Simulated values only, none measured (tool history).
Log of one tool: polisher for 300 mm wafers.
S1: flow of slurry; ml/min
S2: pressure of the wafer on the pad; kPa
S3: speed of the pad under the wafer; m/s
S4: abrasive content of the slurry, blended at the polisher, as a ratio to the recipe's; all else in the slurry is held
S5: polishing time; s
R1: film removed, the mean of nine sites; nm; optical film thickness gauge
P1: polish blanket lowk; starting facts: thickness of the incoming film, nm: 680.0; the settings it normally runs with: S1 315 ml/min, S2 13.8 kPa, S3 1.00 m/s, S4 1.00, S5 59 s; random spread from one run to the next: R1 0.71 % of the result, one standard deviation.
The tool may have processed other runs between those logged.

{"run": 1, "hour": 6.7, "S1": 315, "S2": 13.8, "S3": 1.0, "S4": 1.0, "S5": 59, "R1": 29.734}
{"run": 2, "hour": 16.6, "S1": 315, "S2": 13.8, "S3": 1.0, "S4": 1.0, "S5": 59, "R1": 29.702}
{"run": 3, "hour": 27.9, "S1": 315, "S2": 6.2, "S3": 1.0, "S4": 1.0, "S5": 59, "R1": 13.328}
{"hour": 35.8, "done": "head pressure recalibrated"}
{"run": 4, "hour": 41.4, "S1": 315, "S2": 13.8, "S3": 1.0, "S4": 1.35, "S5": 44, "R1": 24.963}
{"run": 5, "hour": 55.5, "S1": 315, "S2": 13.8, "S3": 1.0, "S4": 1.0, "S5": 29, "R1": 14.503}
{"run": 6, "hour": 65.9, "S1": 210, "S2": 13.8, "S3": 1.0, "S4": 1.0, "S5": 59, "R1": 28.414}
{"run": 7, "hour": 78.2, "S1": 315, "S2": 13.8, "S3": 1.0, "S4": 1.0, "S5": 86, "R1": 43.166}
{"run": 8, "hour": 85.5, "S1": 315, "S2": 13.8, "S3": 1.48, "S4": 1.0, "S5": 59, "R1": 40.203}
{"hour": 90.6, "done": "slurry blender recalibrated"}
{"run": 9, "hour": 99.4, "S1": 315, "S2": 13.8, "S3": 0.66, "S4": 1.0, "S5": 59, "R1": 21.227}
{"run": 10, "hour": 107.3, "S1": 315, "S2": 19.3, "S3": 1.0, "S4": 1.0, "S5": 59, "R1": 41.924}
{"run": 11, "hour": 116.3, "S1": 315, "S2": 13.8, "S3": 1.0, "S4": 1.5, "S5": 59, "R1": 35.141}
{"run": 12, "hour": 128.3, "S1": 315, "S2": 13.8, "S3": 1.0, "S4": 1.0, "S5": 59, "R1": 29.556}
{"run": 13, "hour": 141.7, "S1": 315, "S2": 13.8, "S3": 1.0, "S4": 1.0, "S5": 59, "R1": 29.822}
{"run": 14, "hour": 154.5, "S1": 315, "S2": 13.8, "S3": 1.0, "S4": 0.5, "S5": 59, "R1": 20.536}
{"run": 15, "hour": 168.1, "S1": 465, "S2": 13.8, "S3": 1.0, "S4": 1.0, "S5": 59, "R1": 30.519}
{"run": 16, "hour": 177.0, "S1": 210, "S2": 19.3, "S3": 1.0, "S4": 1.0, "S5": 59, "R1": 39.938}
{"run": 17, "hour": 187.5, "S1": 315, "S2": 13.8, "S3": 1.0, "S4": 1.0, "S5": 59, "R1": 29.85}
{"run": 18, "hour": 196.0, "S1": 315, "S2": 13.8, "S3": 1.0, "S4": 1.0, "S5": 59, "R1": 29.103}
{"run": 19, "hour": 209.5, "S1": 315, "S2": 13.8, "S3": 1.0, "S4": 1.0, "S5": 59, "R1": 28.121}
{"run": 20, "hour": 222.9, "S1": 315, "S2": 13.8, "S3": 1.0, "S4": 1.0, "S5": 59, "R1": 27.294}
{"hour": 226.9, "done": "head pressure recalibrated"}
{"hour": 233.0, "done": "slurry nozzle cleaned"}
{"run": 21, "hour": 233.5, "S1": 315, "S2": 13.8, "S3": 1.0, "S4": 1.0, "S5": 59, "R1": 27.148}
{"hour": 234.0, "done": "conditioning disc replaced and pad reconditioned"}
{"run": 22, "hour": 241.5, "S1": 315, "S2": 13.8, "S3": 1.0, "S4": 1.0, "S5": 59, "R1": 26.665}
{"run": 23, "hour": 251.6, "S1": 315, "S2": 13.8, "S3": 1.0, "S4": 1.0, "S5": 59, "R1": 26.295}
{"run": 24, "hour": 263.0, "S1": 315, "S2": 13.8, "S3": 1.0, "S4": 1.0, "S5": 59, "R1": 26.781}
{"run": 25, "hour": 273.6, "S1": 315, "S2": 13.8, "S3": 1.0, "S4": 1.0, "S5": 59, "R1": 26.485}
{"run": 26, "hour": 280.7, "S1": 315, "S2": 13.8, "S3": 1.0, "S4": 1.0, "S5": 59, "R1": 26.559}

P1 no longer gives what it gave before; its output has crept away from where it was. The following 2 causes, each at its listed size, fit the log equally well:
A: abrasive missing from the slurry, % = 20.3
B: removal rate lost through wear of the pad, % = 10.4
At approximately hour 187.5, the process output began to creep.
All other causes, with the reason each is excluded:
slurry flow missing at the pad, %: serviced at hour 233.0, after the drift had started, without restoring the earlier output
head's pressure below its setpoint, %: serviced at hour 226.9, after the drift had started, without restoring the earlier output
time polished since the conditioner stopped cutting, s: serviced at hour 234.0, after the drift had started, without restoring the earlier output

The 4 check runs listed below each average the results of 3 wafers, and their outcomes are marked with question marks. Under which run would the listed causes produce clearly different results?
{"run": "check 1", "hour": 287.8, "S1": 315, "S2": 13.8, "S3": 1.0, "S4": 1.0, "S5": 39, "R1": "?"}
{"run": "check 2", "hour": 287.8, "S1": 315, "S2": 6.9, "S3": 1.0, "S4": 1.0, "S5": 34, "R1": "?"}
{"run": "check 3", "hour": 287.8, "S1": 315, "S2": 13.8, "S3": 1.22, "S4": 1.0, "S5": 59, "R1": "?"}
{"run": "check 4", "hour": 287.8, "S1": 315, "S2": 13.8, "S3": 1.0, "S4": 0.55, "S5": 72, "R1": "?"}

If the cause were each of the candidates in turn, the checks would give the following:
check=check_1 result=R1 if_A=17.5750 if_B=17.5700
check=check_2 result=R1 if_A=7.6607 if_B=7.6587
check=check_3 result=R1 if_A=31.1720 if_B=31.1630
check=check_4 result=R1 if_A=22.8780 if_B=23.6440
Per check, the gap between the least separated pair of causes, taken in the result that splits them most: check 1 0.03 %; check 2 0.03 %; check 3 0.03 %; check 4 3.29 %
Check 4 tells the causes apart: in the others they would give nearly the same result.

Check 4 has now been run. It gave: R1 23.6240 nm. Which of the candidate causes is it?

The correct cause is B, namely: removal rate lost through wear of the pad, %.

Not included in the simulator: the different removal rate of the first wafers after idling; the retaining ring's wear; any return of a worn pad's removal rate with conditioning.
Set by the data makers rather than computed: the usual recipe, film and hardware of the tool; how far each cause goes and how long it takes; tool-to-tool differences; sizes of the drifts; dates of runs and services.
